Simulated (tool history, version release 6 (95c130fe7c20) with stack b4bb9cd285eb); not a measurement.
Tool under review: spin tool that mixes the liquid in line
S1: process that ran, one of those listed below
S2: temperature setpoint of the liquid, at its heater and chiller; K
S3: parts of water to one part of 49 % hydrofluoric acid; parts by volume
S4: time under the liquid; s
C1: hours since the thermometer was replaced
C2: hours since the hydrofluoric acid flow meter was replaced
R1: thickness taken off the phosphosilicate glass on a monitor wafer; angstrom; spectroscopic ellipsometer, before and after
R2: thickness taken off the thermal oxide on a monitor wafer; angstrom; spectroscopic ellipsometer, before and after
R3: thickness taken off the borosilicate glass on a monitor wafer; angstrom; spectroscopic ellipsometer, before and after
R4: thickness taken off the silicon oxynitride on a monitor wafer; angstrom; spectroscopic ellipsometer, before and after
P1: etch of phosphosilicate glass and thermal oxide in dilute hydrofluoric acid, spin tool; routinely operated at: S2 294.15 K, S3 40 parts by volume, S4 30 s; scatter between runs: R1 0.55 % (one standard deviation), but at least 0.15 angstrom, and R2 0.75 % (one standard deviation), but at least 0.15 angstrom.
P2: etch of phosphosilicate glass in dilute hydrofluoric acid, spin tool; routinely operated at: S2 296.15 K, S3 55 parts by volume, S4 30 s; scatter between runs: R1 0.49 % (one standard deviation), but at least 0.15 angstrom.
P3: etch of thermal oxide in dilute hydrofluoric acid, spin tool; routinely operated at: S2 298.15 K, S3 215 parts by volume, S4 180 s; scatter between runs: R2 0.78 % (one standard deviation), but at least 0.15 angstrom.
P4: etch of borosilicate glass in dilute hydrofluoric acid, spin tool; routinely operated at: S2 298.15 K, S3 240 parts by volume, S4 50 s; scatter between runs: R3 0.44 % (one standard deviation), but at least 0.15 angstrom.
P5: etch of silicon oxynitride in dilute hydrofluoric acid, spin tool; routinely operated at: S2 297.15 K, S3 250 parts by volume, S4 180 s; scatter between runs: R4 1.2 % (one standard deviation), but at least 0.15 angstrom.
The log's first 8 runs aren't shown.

Run 9, day 1.621: S1 P3, S2 302.65 K, S3 215 parts by volume, S4 180 s; C1 500.2; C2 148. Result: R2 40.922 angstrom.
At day 1.679: hydrofluoric acid flow meter replaced.
Run 10, day 1.8: S1 P2, S2 296.15 K, S3 55 parts by volume, S4 50 s; C1 504.5; C2 2.9. Result: R1 751.05 angstrom.
Run 11, day 1.908: S1 P1, S2 294.15 K, S3 40 parts by volume, S4 15 s; C1 507.1; C2 5.5. Result: R1 418.52 angstrom, R2 16.134 angstrom.
Run 12, day 2.075: S1 P1, S2 290.15 K, S3 40 parts by volume, S4 50 s; C1 511.1; C2 9.5. Result: R1 1175 angstrom, R2 45.032 angstrom.
Run 13, day 2.292: S1 P5, S2 297.15 K, S3 250 parts by volume, S4 180 s; C1 516.3; C2 14.7. Result: R4 16.671 angstrom.
Run 14, day 2.404: S1 P2, S2 296.15 K, S3 55 parts by volume, S4 30 s; C1 519; C2 17.4. Result: R1 446.93 angstrom.
Run 15, day 2.617: S1 P1, S2 294.15 K, S3 40 parts by volume, S4 50 s; C1 524.1; C2 22.5. Result: R1 1392.9 angstrom, R2 53.462 angstrom.
Run 16, day 2.858: S1 P5, S2 297.15 K, S3 65 parts by volume, S4 180 s; C1 529.9; C2 28.3. Result: R4 74.886 angstrom.
Run 17, day 3.062: S1 P1, S2 290.15 K, S3 20 parts by volume, S4 30 s; C1 534.8; C2 33.2. Result: R1 1442.8 angstrom, R2 55.658 angstrom.
Run 18, day 3.242: S1 P3, S2 298.15 K, S3 35 parts by volume, S4 180 s; C1 539.1; C2 37.5. Result: R2 269.98 angstrom.
Run 19, day 3.429: S1 P2, S2 296.15 K, S3 55 parts by volume, S4 30 s; C1 543.6; C2 42. Result: R1 448.99 angstrom.
Run 20, day 3.633: S1 P1, S2 290.15 K, S3 40 parts by volume, S4 30 s; C1 548.5; C2 46.9. Result: R1 709.13 angstrom, R2 26.863 angstrom.
Run 21, day 3.85: S1 P5, S2 291.15 K, S3 250 parts by volume, S4 180 s; C1 553.7; C2 52.1. Result: R4 12.536 angstrom.
Run 22, day 4.075: S1 P2, S2 290.15 K, S3 55 parts by volume, S4 30 s; C1 559.1; C2 57.5. Result: R1 349.18 angstrom.
Run 23, day 4.2: S1 P1, S2 294.15 K, S3 20 parts by volume, S4 30 s; C1 562.1; C2 60.5. Result: R1 1734.3 angstrom, R2 66.026 angstrom.

Run 24 has not been measured yet. What should we expect?
Run 24, day 4.325: S1 P1, S2 294.15 K, S3 40 parts by volume, S4 30 s; C1 565.1; C2 63.5. Result: R1 ?, R2 ?.

R1: 840.46 angstrom
R2: 31.709 angstrom

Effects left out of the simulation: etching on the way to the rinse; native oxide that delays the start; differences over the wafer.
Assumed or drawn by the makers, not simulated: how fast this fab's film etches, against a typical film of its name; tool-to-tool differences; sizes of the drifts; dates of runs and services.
